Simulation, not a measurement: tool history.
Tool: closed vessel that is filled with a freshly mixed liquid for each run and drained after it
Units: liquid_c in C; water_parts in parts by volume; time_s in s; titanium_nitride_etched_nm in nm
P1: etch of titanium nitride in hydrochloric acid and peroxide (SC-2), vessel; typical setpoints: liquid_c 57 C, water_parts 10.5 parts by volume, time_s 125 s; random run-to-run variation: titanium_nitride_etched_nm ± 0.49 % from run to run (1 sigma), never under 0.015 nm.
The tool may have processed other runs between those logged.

run    day  liquid_c  water_parts  time_s  titanium_nitride_etched_nm
  1  0.429        57         10.5     125                      6.9497
  2    0.9        57         10.5     125                      6.9061
  3  1.421        57         10.5     125                      6.9828
  4  1.717      69.5         10.5     125                      14.887
  5  2.088        57           19     125                      4.1364
  6    2.6        57         10.5     125                       6.987
  7  2.925        57         10.5     125                      6.9296
  8  3.379        57         10.5      30                      1.6893
  9  3.896        57         10.5     125                      6.9704
      4.05  -- new drum of peroxide connected
 10  4.175        72         10.5      35                      4.8485
 11  4.758        57         10.5     220                      12.231
 12  5.042      65.5           16     125                       8.164
 13  5.362        57            4     125                      14.518
 14  5.933        57            6      30                      2.5972
 15  6.504        40         10.5     125                      2.2265
 16  6.788        57         10.5     125                      6.9586
 17  7.183        57         10.5     125                      7.1864

What will run 18 give?
 18  7.612        57         10.5     125                           ?

{"run 18": {"titanium_nitride_etched_nm": 7.3193}}
